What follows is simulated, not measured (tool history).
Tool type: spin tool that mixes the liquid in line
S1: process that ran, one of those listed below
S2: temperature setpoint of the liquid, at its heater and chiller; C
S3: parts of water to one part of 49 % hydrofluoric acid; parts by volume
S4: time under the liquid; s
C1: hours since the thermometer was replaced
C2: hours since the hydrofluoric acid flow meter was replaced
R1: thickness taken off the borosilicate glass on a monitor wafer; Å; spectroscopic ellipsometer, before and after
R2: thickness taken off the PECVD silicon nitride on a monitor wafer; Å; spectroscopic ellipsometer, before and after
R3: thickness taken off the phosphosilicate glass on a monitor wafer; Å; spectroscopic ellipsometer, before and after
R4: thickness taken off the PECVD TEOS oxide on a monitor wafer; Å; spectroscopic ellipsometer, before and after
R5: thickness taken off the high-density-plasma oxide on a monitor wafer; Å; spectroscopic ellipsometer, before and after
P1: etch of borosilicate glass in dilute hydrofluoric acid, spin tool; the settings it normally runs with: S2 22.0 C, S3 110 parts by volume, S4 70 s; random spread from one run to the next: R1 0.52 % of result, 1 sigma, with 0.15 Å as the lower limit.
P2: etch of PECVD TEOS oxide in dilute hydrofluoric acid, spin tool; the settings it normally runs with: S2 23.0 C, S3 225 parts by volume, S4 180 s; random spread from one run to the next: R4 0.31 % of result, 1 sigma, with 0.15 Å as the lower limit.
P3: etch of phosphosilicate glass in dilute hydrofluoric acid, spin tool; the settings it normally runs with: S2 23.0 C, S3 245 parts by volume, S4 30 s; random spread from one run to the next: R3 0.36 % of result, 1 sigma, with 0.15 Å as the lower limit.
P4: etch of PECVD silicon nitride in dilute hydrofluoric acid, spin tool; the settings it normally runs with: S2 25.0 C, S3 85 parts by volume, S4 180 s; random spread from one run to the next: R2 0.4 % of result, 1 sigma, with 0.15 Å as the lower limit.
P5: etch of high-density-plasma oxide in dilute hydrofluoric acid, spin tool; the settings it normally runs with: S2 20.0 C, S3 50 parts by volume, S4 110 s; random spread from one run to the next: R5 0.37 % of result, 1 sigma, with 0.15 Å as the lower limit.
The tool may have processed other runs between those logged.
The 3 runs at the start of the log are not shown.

run,hour,S1,S2,S3,S4,C1,C2,R1,R2,R3,R4,R5
4,42.6,P1,22.0,110,70,662.2,1182.8,170.550,,,,
5,54.5,P1,22.0,110,70,674.1,1194.7,171.140,,,,
6,61.3,P4,25.0,40,180,680.9,1201.5,,156.2500,,,
7,67.2,P1,22.0,110,70,686.8,1207.4,171.060,,,,
8,74.2,P2,23.0,45,180,693.8,1214.4,,,,445.940,
9,79.7,P2,17.0,225,180,699.3,1219.9,,,,57.160,
10,88.1,P5,20.0,50,200,707.7,1228.3,,,,,205.31
11,95.8,P1,30.5,110,70,715.4,1236.0,235.990,,,,
12,102.7,P5,20.0,50,110,722.3,1242.9,,,,,112.61
13,111.0,P1,22.0,50,70,730.6,1251.2,397.680,,,,
14,118.1,P4,25.0,85,20,737.7,1258.3,,8.3312,,,
15,127.0,P5,20.0,25,110,746.6,1267.2,,,,,233.13
16,137.3,P3,17.5,245,30,756.9,1277.5,,,96.303,,
17,147.9,P1,22.0,195,70,767.5,1288.1,86.607,,,,
18,160.1,P1,22.0,110,15,779.7,1300.3,36.619,,,,
19,169.5,P3,23.0,115,30,789.1,1309.7,,,290.630,,
20,180.8,P2,23.0,225,40,800.4,1321.0,,,,16.108,
21,186.4,P4,17.0,85,180,806.0,1326.6,,43.2620,,,
22,195.7,P1,22.0,110,105,815.3,1335.9,256.180,,,,
23,202.1,P2,23.0,225,180,821.7,1342.3,,,,72.569,
24,210.0,P3,23.0,245,30,829.6,1350.2,,,118.870,,
25,220.3,P3,23.0,245,30,839.9,1360.5,,,118.670,,
26,232.7,P4,25.0,85,180,852.3,1372.9,,74.1640,,,
27,239.4,P1,22.0,110,70,859.0,1379.6,169.900,,,,

What will run 28 give?
28,245.5,P5,20.0,50,110,865.1,1385.7,,,,,?

{"run 28": {"R5": 112.82}}
